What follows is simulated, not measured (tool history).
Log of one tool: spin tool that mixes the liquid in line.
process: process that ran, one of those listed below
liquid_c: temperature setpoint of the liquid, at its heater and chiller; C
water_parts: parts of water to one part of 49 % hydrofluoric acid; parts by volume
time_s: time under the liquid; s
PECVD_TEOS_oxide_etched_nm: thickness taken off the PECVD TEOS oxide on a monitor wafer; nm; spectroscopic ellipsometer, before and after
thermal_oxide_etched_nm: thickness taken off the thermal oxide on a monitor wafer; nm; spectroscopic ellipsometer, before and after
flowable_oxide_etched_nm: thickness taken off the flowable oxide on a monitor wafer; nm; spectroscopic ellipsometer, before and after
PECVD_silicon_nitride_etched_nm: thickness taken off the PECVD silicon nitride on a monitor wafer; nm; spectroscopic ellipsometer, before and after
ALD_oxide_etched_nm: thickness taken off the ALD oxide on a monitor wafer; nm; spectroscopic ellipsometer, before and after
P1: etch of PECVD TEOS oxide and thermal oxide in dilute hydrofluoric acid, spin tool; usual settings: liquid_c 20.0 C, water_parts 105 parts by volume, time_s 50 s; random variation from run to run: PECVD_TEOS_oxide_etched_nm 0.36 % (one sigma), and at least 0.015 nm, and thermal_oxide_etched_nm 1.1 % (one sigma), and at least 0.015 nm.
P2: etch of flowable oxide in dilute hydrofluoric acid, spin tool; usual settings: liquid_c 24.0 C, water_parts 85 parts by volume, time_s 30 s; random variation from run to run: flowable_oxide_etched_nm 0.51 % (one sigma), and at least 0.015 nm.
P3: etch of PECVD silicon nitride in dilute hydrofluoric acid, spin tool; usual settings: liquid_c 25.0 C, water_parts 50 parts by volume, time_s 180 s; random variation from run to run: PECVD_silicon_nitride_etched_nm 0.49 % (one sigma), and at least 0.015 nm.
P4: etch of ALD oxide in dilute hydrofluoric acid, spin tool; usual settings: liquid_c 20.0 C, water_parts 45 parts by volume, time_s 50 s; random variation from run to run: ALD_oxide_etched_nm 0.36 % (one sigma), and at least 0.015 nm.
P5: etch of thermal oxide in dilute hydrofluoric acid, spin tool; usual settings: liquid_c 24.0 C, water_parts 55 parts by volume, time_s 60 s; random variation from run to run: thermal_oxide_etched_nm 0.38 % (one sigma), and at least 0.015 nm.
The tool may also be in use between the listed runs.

run	day	process	liquid_c	water_parts	time_s	hours since the thermometer was replaced	hours since the hydrofluoric acid flow meter was replaced	PECVD_TEOS_oxide_etched_nm	thermal_oxide_etched_nm	flowable_oxide_etched_nm	PECVD_silicon_nitride_etched_nm	ALD_oxide_etched_nm
1	0.354	P1	20.0	105	50	895.8	599.8	9.1772	1.9332			
2	0.629	P2	24.0	85	50	902.4	606.4			25.9820		
3	0.950	P5	24.0	55	60	910.1	614.1		5.5009			
4	1.212	P1	20.0	25	15	916.4	620.4	12.7310	2.6946			
5	1.438	P1	20.0	105	25	921.8	625.8	4.5810	0.9856			
6	1.738	P1	20.0	105	80	929.0	633.0	14.6570	3.0740			
7	2.108	P2	24.0	135	30	937.9	641.9			9.3174		
8	2.467	P5	29.5	55	60	946.5	650.5		6.9577			
# day 2.592: thermometer replaced
9	2.817	P3	25.0	50	180	5.5	658.9				7.0038	
10	3.029	P1	24.5	105	50	10.6	664.0	10.9700	2.3373			
11	3.354	P4	20.0	45	50	18.4	671.8					19.1290
12	3.542	P1	20.0	105	50	22.9	676.3	9.2446	1.9371			
13	3.825	P3	25.0	50	180	29.7	683.1				7.0186	
14	3.992	P1	20.0	105	50	33.7	687.1	9.1981	1.9676			
15	4.350	P4	17.0	45	50	42.3	695.7					16.7040
16	4.642	P1	20.0	55	50	49.3	702.7	18.5550	3.8549			
17	4.979	P5	24.0	100	60	57.4	710.8		2.8581			
18	5.154	P1	20.0	105	50	61.6	715.0	9.2384	1.8968			
19	5.504	P1	20.0	105	50	70.0	723.4	9.2358	1.9166			
20	5.679	P1	20.0	155	50	74.2	727.6	5.9057	1.2481			
21	5.967	P3	25.0	85	180	81.1	734.5				4.1603	
22	6.283	P1	20.0	105	50	88.7	742.1	9.1205	1.9665			
23	6.500	P4	20.0	70	50	93.9	747.3					11.8530
24	6.688	P1	17.0	105	50	98.4	751.8	8.1701	1.7322			
25	6.983	P3	25.0	50	265	105.5	758.9				10.2970	
26	7.188	P4	20.0	45	50	110.4	763.8					18.9920
27	7.479	P2	24.0	85	30	117.4	770.8			15.7470		
28	7.754	P4	20.0	45	15	124.0	777.4					5.7109
29	8.062	P3	30.0	50	180	131.4	784.8				9.7170	
30	8.433	P2	30.5	85	30	140.3	793.7			20.1800		
31	8.746	P5	24.0	55	20	147.8	801.2		1.8424			
32	8.912	P2	24.0	85	30	151.8	805.2			15.6500		
33	9.125	P1	20.0	105	50	156.9	810.3	9.2403	1.9857			
34	9.325	P1	20.0	105	50	161.7	815.1	9.4078	1.9758			
35	9.638	P1	20.0	105	50	169.2	822.6	9.5330	2.0027			
36	9.825	P1	20.0	105	50	173.7	827.1	9.5511	2.0137			
37	10.108	P1	20.0	105	50	180.5	833.9	9.6524	2.0765			
38	10.438	P1	20.0	105	50	188.4	841.8	9.7358	2.0523			
39	10.617	P1	20.0	105	50	192.7	846.1	9.7553	2.0412			
40	10.917	P1	20.0	105	50	199.9	853.3	9.8229	2.0485			
41	11.158	P1	20.0	105	50	205.7	859.1	9.7357	2.0273			
42	11.396	P1	20.0	105	50	211.4	864.8	9.8431	2.0839			
43	11.667	P1	20.0	105	50	217.9	871.3	9.7517	2.0738			
44	12.033	P1	20.0	105	50	226.7	880.1	9.8333	2.0434			

What P1 gives has crept away from where it was. These 2 causes fit the log equally well, each at the size given:
A: liquid hotter than its thermometer reads (K) = 1.58
B: hydrofluoric acid flow above the setpoint (%) = 5.92
The creep began at about day 9.125.

4 check runs are offered, one wafer each, their results left as question marks. Which one tells the causes apart?
check 1	12.400	P3	25.0	50	180						?	
check 2	12.400	P4	20.0	45	50							?
check 3	12.400	P2	24.0	85	30					?		
check 4	12.400	P5	24.0	55	60				?			

What each check would give under each cause:
check	result	if A	if B
check 1	PECVD_silicon_nitride_etched_nm	7.7998	7.4277
check 2	ALD_oxide_etched_nm	20.3480	20.2210
check 3	flowable_oxide_etched_nm	16.7280	16.7380
check 4	thermal_oxide_etched_nm	5.9176	5.9006
How far apart the two closest causes lie, in the result that separates them most: check 1 4.89 %; check 2 0.63 %; check 3 0.06 %; check 4 0.29 %
Check 1 tells the causes apart: in the others they would give nearly the same result.

Then check 1 was run and gave: PECVD_silicon_nitride_etched_nm 7.4938 nm. Which cause is it?

It is B: hydrofluoric acid flow above the setpoint (%).

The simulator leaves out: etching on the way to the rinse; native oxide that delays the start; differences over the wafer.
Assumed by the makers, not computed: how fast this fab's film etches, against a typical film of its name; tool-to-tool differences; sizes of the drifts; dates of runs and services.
